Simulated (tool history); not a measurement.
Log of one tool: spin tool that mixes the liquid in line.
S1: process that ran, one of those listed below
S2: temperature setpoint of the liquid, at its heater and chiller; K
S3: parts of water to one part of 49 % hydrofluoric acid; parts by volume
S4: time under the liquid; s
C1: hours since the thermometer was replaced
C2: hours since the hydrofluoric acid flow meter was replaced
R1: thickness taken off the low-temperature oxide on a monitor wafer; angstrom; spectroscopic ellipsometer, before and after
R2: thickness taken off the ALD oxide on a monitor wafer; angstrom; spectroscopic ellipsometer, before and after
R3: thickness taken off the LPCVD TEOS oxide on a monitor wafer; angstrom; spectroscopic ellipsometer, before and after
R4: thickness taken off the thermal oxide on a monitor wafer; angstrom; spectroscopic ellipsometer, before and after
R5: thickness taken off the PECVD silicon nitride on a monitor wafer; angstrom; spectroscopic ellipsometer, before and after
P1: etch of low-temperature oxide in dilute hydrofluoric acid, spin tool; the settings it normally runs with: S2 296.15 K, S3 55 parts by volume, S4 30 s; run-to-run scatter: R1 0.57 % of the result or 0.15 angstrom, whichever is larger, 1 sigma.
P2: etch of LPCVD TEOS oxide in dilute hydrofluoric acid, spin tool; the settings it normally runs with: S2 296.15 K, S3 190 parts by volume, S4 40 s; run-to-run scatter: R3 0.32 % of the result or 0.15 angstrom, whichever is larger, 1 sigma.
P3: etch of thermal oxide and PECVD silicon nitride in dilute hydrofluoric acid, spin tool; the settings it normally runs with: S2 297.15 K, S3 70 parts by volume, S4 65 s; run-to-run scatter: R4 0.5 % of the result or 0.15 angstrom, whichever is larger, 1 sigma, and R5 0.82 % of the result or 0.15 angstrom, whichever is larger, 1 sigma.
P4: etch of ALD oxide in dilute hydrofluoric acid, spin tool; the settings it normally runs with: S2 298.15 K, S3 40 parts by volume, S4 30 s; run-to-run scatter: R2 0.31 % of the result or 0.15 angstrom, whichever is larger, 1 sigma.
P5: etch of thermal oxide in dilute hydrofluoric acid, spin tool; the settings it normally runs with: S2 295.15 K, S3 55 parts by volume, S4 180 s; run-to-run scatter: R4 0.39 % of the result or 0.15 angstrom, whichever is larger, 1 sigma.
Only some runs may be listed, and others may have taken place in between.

run     day  S1      S2   S3   S4      C1     C2      R1      R2      R3      R4      R5
  1   0.404  P1  296.15   55   30    1701  385.3  95.873
  2   0.717  P1  301.65   55   30  1708.5  392.8  119.67
  3   0.946  P1  296.15   55   65    1714  398.3  206.11
  4   1.329  P1  292.65   55   30  1723.2  407.5  82.559
  5   1.625  P4  298.15   40   30  1730.3  414.6           113.8
  6   1.838  P2  296.15   55   40  1735.4  419.7                     330
  7   2.112  P4  298.15   20   30    1742  426.3           233.2
  8   2.292  P1  296.15   25   30  1746.3  430.6  217.55
  9   2.588  P1  296.15  100   30  1753.4  437.7  50.085
 10   2.792  P3  290.15   70   65  1758.3  442.6                          35.885  18.463
 11   3.096  P1  296.15   55   15  1765.6  449.9  48.052
 12   3.358  P5  295.15   55  180  1771.9  456.2                          148.11
 13   3.642  P2  296.15  190   40  1778.7    463                  81.049
 14   3.896  P1  290.15   55   50  1784.8  469.1  124.36
 15   4.246  P1  296.15   55   30  1793.2  477.5  94.984
 16     4.6  P5  295.15   75  180  1801.7    486                          106.25
 17   4.988  P2  296.15  190   15    1811  495.3                  30.574
 18   5.192  P3  297.15   70   65  1815.9  500.2                          47.585  29.415
 19   5.479  P1  296.15   55   30  1822.8  507.1  96.161
 20   5.796  P5  295.15   55  180  1830.4  514.7                          148.23
 21     6.2  P4  292.15   40   30  1840.1  524.4          87.439
 22   6.433  P3  297.15  115   65  1845.7    530                          27.984  18.402
 23   6.725  P2  290.15  190   40  1852.7    537                  64.344
 24   6.921  P3  297.15   70  125  1857.4  541.7                          93.129   57.33
 25   7.221  P3  297.15   70   65  1864.6  548.9                          48.007  29.097
 26   7.442  P1  296.15   55   30  1869.9  554.2   96.89
 27     7.7  P5  303.65   55  180  1876.1  560.4                          207.92
 28   7.929  P4  298.15   40   15  1881.6  565.9          56.215
 29   8.225  P4  298.15   40   30  1888.7    573          113.07
 30   8.458  P1  296.15   55   30  1894.3  578.6  95.188
 31   8.838  P5  295.15   55  340  1903.4  587.7                          278.19
 32   9.179  P1  296.15   55   30  1911.6  595.9  95.434
 33   9.575  P1  296.15   55   30  1921.1  605.4  101.11
 34   9.983  P1  296.15   55   30  1930.9  615.2  102.35
 35  10.204  P1  296.15   55   30  1936.2  620.5  103.73
 36  10.575  P1  296.15   55   30  1945.1  629.4  104.26
 37  10.888  P1  296.15   55   30  1952.6  636.9  105.45
 38  11.158  P1  296.15   55   30  1959.1  643.4  105.86

What P1 gives has crept off from where it sat before. The 2 causes that follow fit the log equally well, each at the size noted:
A: liquid hotter than its thermometer reads (K) = 2.36
B: hydrofluoric acid flow above the setpoint (%) = 9.44
The creep began at about day 9.179.

The check runs listed below each take one wafer, and their results are still question marks. Under which run would the listed causes lead to clearly different results?
check 1  11.429  P2  296.15  105   15                   ?
check 2  11.429  P4  298.15   25   30               ?
check 3  11.429  P5  301.65   55  335                       ?
check 4  11.429  P3  297.15   70  105                       ?   ?

How each check would come out, cause by cause:
  check  result    if A    if B
check 1      R3  66.696  67.238
check 2      R2  203.65  202.79
check 3      R4  393.22  395.08
check 4      R4  85.349  85.638
check 4      R5  55.932  52.281
Per-check spread between the two closest causes, in the result where they differ most: check 1 0.81 %; check 2 0.43 %; check 3 0.47 %; check 4 6.75 %
The causes can be told apart only by check 4. The other checks would give nearly the same results under each of them.

Check 4 was carried out, with these results: R4 85.213 angstrom; R5 55.94 angstrom. Which of the listed causes is responsible?

The correct cause is A, namely: liquid hotter than its thermometer reads (K).

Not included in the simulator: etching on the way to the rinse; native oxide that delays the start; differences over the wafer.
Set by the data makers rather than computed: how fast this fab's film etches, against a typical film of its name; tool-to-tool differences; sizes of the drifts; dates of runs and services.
